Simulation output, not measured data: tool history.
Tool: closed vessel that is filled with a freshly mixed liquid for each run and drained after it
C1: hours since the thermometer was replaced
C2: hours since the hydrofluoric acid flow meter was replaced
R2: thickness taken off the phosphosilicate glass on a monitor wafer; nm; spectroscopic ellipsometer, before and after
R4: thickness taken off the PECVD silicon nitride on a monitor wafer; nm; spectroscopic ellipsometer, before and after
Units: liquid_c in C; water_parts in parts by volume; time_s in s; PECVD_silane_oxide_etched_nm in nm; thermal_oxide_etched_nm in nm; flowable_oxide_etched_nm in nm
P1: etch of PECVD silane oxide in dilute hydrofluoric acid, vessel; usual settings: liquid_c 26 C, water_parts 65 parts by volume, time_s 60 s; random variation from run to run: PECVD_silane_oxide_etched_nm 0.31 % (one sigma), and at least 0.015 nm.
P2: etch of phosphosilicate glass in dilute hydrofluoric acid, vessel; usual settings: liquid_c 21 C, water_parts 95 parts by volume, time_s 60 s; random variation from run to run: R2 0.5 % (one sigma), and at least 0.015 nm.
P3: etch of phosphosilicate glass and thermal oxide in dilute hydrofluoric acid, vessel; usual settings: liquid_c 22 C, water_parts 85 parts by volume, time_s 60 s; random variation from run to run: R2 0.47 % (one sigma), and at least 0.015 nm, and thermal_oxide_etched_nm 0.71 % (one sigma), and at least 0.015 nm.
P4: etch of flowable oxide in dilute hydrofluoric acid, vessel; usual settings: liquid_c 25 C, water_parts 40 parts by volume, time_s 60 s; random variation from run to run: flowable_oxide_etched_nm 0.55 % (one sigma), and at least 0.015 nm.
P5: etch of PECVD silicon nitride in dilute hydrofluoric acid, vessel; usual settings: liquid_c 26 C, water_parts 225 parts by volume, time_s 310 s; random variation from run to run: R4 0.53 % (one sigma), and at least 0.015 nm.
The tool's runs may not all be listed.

run 1 hour=6.3 | process=P1 liquid_c=26 water_parts=65 time_s=60 | C1=1501.1 C2=631 | PECVD_silane_oxide_etched_nm=39.847
run 2 hour=12 | process=P1 liquid_c=26 water_parts=65 time_s=95 | C1=1506.8 C2=636.7 | PECVD_silane_oxide_etched_nm=63.692
run 3 hour=19.6 | process=P1 liquid_c=26 water_parts=65 time_s=60 | C1=1514.4 C2=644.3 | PECVD_silane_oxide_etched_nm=40.051
run 4 hour=26.4 | process=P3 liquid_c=22 water_parts=85 time_s=30 | C1=1521.2 C2=651.1 | R2=24.382 thermal_oxide_etched_nm=1.5047
run 5 hour=32.1 | process=P2 liquid_c=17 water_parts=95 time_s=60 | C1=1526.9 C2=656.8 | R2=35.215
run 6 hour=37.9 | process=P5 liquid_c=17.5 water_parts=225 time_s=310 | C1=1532.7 C2=662.6 | R4=5.1911
run 7 hour=44.5 | process=P1 liquid_c=26 water_parts=65 time_s=30 | C1=1539.3 C2=669.2 | PECVD_silane_oxide_etched_nm=20.138
run 8 hour=49.9 | process=P3 liquid_c=22 water_parts=40 time_s=60 | C1=1544.7 C2=674.6 | R2=109.68 thermal_oxide_etched_nm=6.8369
run 9 hour=55.2 | process=P5 liquid_c=26 water_parts=345 time_s=310 | C1=1550 C2=679.9 | R4=5.7649
run 10 hour=63 | process=P1 liquid_c=26 water_parts=100 time_s=30 | C1=1557.8 C2=687.7 | PECVD_silane_oxide_etched_nm=12.409
run 11 hour=71.4 | process=P1 liquid_c=19.5 water_parts=65 time_s=60 | C1=1566.2 C2=696.1 | PECVD_silane_oxide_etched_nm=30.645
run 12 hour=80.4 | process=P1 liquid_c=32.5 water_parts=25 time_s=60 | C1=1575.2 C2=705.1 | PECVD_silane_oxide_etched_nm=144.13
run 13 hour=84.8 | process=P4 liquid_c=25 water_parts=40 time_s=30 | C1=1579.6 C2=709.5 | flowable_oxide_etched_nm=37.516
run 14 hour=90.8 | process=P3 liquid_c=26 water_parts=85 time_s=60 | C1=1585.6 C2=715.5 | R2=57.404 thermal_oxide_etched_nm=3.6026
run 15 hour=94.9 | process=P4 liquid_c=25 water_parts=40 time_s=60 | C1=1589.7 C2=719.6 | flowable_oxide_etched_nm=75.618
run 16 hour=103.1 | process=P2 liquid_c=21 water_parts=95 time_s=30 | C1=1597.9 C2=727.8 | R2=20.755
run 17 hour=109.9 | process=P1 liquid_c=26 water_parts=65 time_s=60 | C1=1604.7 C2=734.6 | PECVD_silane_oxide_etched_nm=40.094
run 18 hour=116.3 | process=P1 liquid_c=26 water_parts=20 time_s=60 | C1=1611.1 C2=741 | PECVD_silane_oxide_etched_nm=138.92
run 19 hour=125.1 | process=P4 liquid_c=25 water_parts=55 time_s=60 | C1=1619.9 C2=749.8 | flowable_oxide_etched_nm=53.56
run 20 hour=131.8 | process=P1 liquid_c=31 water_parts=65 time_s=60 | C1=1626.6 C2=756.5 | PECVD_silane_oxide_etched_nm=48.697
run 21 hour=137.4 | process=P5 liquid_c=26 water_parts=225 time_s=310 | C1=1632.2 C2=762.1 | R4=8.8921
run 22 hour=145.3 | process=P1 liquid_c=18.5 water_parts=65 time_s=110 | C1=1640.1 C2=770 | PECVD_silane_oxide_etched_nm=54.195
run 23 hour=153.6 | process=P5 liquid_c=26 water_parts=225 time_s=520 | C1=1648.4 C2=778.3 | R4=14.86
run 24 hour=161 | process=P2 liquid_c=21 water_parts=95 time_s=60 | C1=1655.8 C2=785.7 | R2=41.378
run 25 hour=165.3 | process=P2 liquid_c=21 water_parts=30 time_s=60 | C1=1660.1 C2=790 | R2=140.92
run 26 hour=172.9 | process=P1 liquid_c=26 water_parts=105 time_s=60 | C1=1667.7 C2=797.6 | PECVD_silane_oxide_etched_nm=23.629
run 27 hour=180.1 | process=P1 liquid_c=26 water_parts=65 time_s=60 | C1=1674.9 C2=804.8 | PECVD_silane_oxide_etched_nm=40.168
run 28 hour=184.3 | process=P3 liquid_c=22 water_parts=85 time_s=60 | C1=1679.1 C2=809 | R2=49.311 thermal_oxide_etched_nm=3.0141
run 29 hour=192 | process=P1 liquid_c=26 water_parts=65 time_s=60 | C1=1686.8 C2=816.7 | PECVD_silane_oxide_etched_nm=40.121
run 30 hour=200 | process=P4 liquid_c=25 water_parts=40 time_s=60 | C1=1694.8 C2=824.7 | flowable_oxide_etched_nm=75.509
run 31 hour=208.2 | process=P4 liquid_c=33.5 water_parts=40 time_s=60 | C1=1703 C2=832.9 | flowable_oxide_etched_nm=105.25
run 32 hour=214 | process=P1 liquid_c=26 water_parts=65 time_s=60 | C1=1708.8 C2=838.7 | PECVD_silane_oxide_etched_nm=40.002
run 33 hour=221.7 | process=P1 liquid_c=26 water_parts=65 time_s=60 | C1=1716.5 C2=846.4 | PECVD_silane_oxide_etched_nm=41.2
run 34 hour=227.1 | process=P1 liquid_c=26 water_parts=65 time_s=60 | C1=1721.9 C2=851.8 | PECVD_silane_oxide_etched_nm=41.721
run 35 hour=235.8 | process=P1 liquid_c=26 water_parts=65 time_s=60 | C1=1730.6 C2=860.5 | PECVD_silane_oxide_etched_nm=42.381
run 36 hour=244.2 | process=P1 liquid_c=26 water_parts=65 time_s=60 | C1=1739 C2=868.9 | PECVD_silane_oxide_etched_nm=42.585
run 37 hour=252.4 | process=P1 liquid_c=26 water_parts=65 time_s=60 | C1=1747.2 C2=877.1 | PECVD_silane_oxide_etched_nm=42.531
run 38 hour=257.4 | process=P1 liquid_c=26 water_parts=65 time_s=60 | C1=1752.2 C2=882.1 | PECVD_silane_oxide_etched_nm=42.887
run 39 hour=262.2 | process=P1 liquid_c=26 water_parts=65 time_s=60 | C1=1757 C2=886.9 | PECVD_silane_oxide_etched_nm=42.953
run 40 hour=269.1 | process=P1 liquid_c=26 water_parts=65 time_s=60 | C1=1763.9 C2=893.8 | PECVD_silane_oxide_etched_nm=42.765
run 41 hour=276.1 | process=P1 liquid_c=26 water_parts=65 time_s=60 | C1=1770.9 C2=900.8 | PECVD_silane_oxide_etched_nm=42.909

What P1 gives has crept away from where it was. These 2 causes fit the log equally well, each at the size given:
A: liquid hotter than its thermometer reads (K) = 1.68
B: hydrofluoric acid flow above the setpoint (%) = 6.32
The creep began at about hour 214.

4 check runs are offered, one wafer each, their results left as question marks. Which one tells the causes apart?
run check 1 hour=283.1 | process=P4 liquid_c=25 water_parts=40 time_s=60 | flowable_oxide_etched_nm=?
run check 2 hour=283.1 | process=P3 liquid_c=22 water_parts=85 time_s=60 | R2=? thermal_oxide_etched_nm=?
run check 3 hour=283.1 | process=P5 liquid_c=26 water_parts=225 time_s=310 | R4=?
run check 4 hour=283.1 | process=P2 liquid_c=21 water_parts=95 time_s=60 | R2=?

What each check would give under each cause:
check=check_1 result=flowable_oxide_etched_nm if_A=80.429 if_B=80.099
check=check_2 result=R2 if_A=52.229 if_B=52.195
check=check_2 result=thermal_oxide_etched_nm if_A=3.246 if_B=3.2439
check=check_3 result=R4 if_A=9.835 if_B=9.4385
check=check_4 result=R2 if_A=44.415 if_B=44.404
How far apart the two closest causes lie, in the result that separates them most: check 1 0.41 %; check 2 0.07 %; check 3 4.12 %; check 4 0.02 %
Only check 3 tells the causes apart: in the others they would give nearly the same result.

Then check 3 was run and gave: R4 9.785 nm. Which cause is it?

It is A: liquid hotter than its thermometer reads (K).

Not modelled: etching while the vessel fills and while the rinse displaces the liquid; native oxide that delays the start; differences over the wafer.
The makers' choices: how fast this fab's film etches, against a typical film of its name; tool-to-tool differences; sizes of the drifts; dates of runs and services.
